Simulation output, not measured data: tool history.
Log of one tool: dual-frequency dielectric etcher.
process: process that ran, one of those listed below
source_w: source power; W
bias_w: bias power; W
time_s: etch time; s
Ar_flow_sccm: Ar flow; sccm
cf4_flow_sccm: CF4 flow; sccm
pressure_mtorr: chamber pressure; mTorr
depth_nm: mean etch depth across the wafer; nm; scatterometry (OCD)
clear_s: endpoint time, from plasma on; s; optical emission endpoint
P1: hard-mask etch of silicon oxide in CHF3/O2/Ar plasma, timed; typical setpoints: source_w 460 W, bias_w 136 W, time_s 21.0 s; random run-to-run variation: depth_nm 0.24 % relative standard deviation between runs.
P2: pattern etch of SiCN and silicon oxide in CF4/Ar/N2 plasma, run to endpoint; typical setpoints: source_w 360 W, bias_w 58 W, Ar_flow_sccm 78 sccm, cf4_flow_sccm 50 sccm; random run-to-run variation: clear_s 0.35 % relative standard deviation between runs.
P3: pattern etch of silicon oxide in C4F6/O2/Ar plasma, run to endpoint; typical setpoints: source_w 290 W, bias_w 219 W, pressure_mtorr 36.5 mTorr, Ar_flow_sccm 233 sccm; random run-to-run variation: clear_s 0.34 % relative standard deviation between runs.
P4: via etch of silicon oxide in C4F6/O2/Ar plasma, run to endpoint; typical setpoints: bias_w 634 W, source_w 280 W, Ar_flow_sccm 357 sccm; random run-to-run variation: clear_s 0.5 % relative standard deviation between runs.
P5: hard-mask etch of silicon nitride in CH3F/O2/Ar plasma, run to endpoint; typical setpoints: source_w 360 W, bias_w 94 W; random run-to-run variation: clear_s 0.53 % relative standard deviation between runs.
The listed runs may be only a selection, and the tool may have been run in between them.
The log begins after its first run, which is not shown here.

{"run": 2, "day": 0.233, "process": "P1", "source_w": 460, "bias_w": 136, "time_s": 31.5, "depth_nm": 52.174}
{"run": 3, "day": 0.421, "process": "P2", "source_w": 360, "bias_w": 70, "Ar_flow_sccm": 78, "cf4_flow_sccm": 50, "clear_s": 19.99}
{"run": 4, "day": 0.608, "process": "P4", "source_w": 280, "bias_w": 420, "Ar_flow_sccm": 357, "clear_s": 31.63}
{"run": 5, "day": 0.725, "process": "P2", "source_w": 360, "bias_w": 58, "Ar_flow_sccm": 78, "cf4_flow_sccm": 50, "clear_s": 21.232}
{"run": 6, "day": 0.817, "process": "P2", "source_w": 360, "bias_w": 58, "Ar_flow_sccm": 96, "cf4_flow_sccm": 50, "clear_s": 22.013}
{"run": 7, "day": 1.0, "process": "P1", "source_w": 370, "bias_w": 136, "time_s": 12.5, "depth_nm": 18.969}
{"run": 8, "day": 1.192, "process": "P2", "source_w": 360, "bias_w": 58, "Ar_flow_sccm": 78, "cf4_flow_sccm": 50, "clear_s": 21.411}
{"run": 9, "day": 1.404, "process": "P1", "source_w": 460, "bias_w": 136, "time_s": 13.0, "depth_nm": 21.531}
{"run": 10, "day": 1.575, "process": "P1", "source_w": 460, "bias_w": 136, "time_s": 21.0, "depth_nm": 34.58}
{"run": 11, "day": 1.754, "process": "P3", "source_w": 180, "bias_w": 219, "Ar_flow_sccm": 233, "pressure_mtorr": 36.5, "clear_s": 15.575}
{"run": 12, "day": 1.896, "process": "P5", "source_w": 360, "bias_w": 94, "clear_s": 45.618}
{"run": 13, "day": 2.067, "process": "P3", "source_w": 290, "bias_w": 219, "Ar_flow_sccm": 233, "pressure_mtorr": 36.5, "clear_s": 12.884}
{"run": 14, "day": 2.183, "process": "P4", "source_w": 340, "bias_w": 634, "Ar_flow_sccm": 357, "clear_s": 25.245}
{"run": 15, "day": 2.3, "process": "P3", "source_w": 290, "bias_w": 219, "Ar_flow_sccm": 233, "pressure_mtorr": 27.5, "clear_s": 12.53}
{"run": 16, "day": 2.421, "process": "P4", "source_w": 280, "bias_w": 634, "Ar_flow_sccm": 357, "clear_s": 27.08}
{"run": 17, "day": 2.625, "process": "P5", "source_w": 490, "bias_w": 94, "clear_s": 40.966}
{"run": 18, "day": 2.829, "process": "P3", "source_w": 290, "bias_w": 219, "Ar_flow_sccm": 317, "pressure_mtorr": 36.5, "clear_s": 13.379}
{"run": 19, "day": 2.925, "process": "P3", "source_w": 290, "bias_w": 152, "Ar_flow_sccm": 233, "pressure_mtorr": 36.5, "clear_s": 14.548}
{"run": 20, "day": 3.133, "process": "P1", "source_w": 600, "bias_w": 136, "time_s": 21.0, "depth_nm": 38.349}
{"run": 21, "day": 3.254, "process": "P1", "source_w": 460, "bias_w": 86, "time_s": 21.0, "depth_nm": 30.009}
{"run": 22, "day": 3.421, "process": "P2", "source_w": 360, "bias_w": 58, "Ar_flow_sccm": 78, "cf4_flow_sccm": 70, "clear_s": 20.177}

Forecast run 23:
{"run": 23, "day": 3.571, "process": "P1", "source_w": 460, "bias_w": 136, "time_s": 21.0, "depth_nm": "?"}

{"run 23": {"depth_nm": 34.789}}
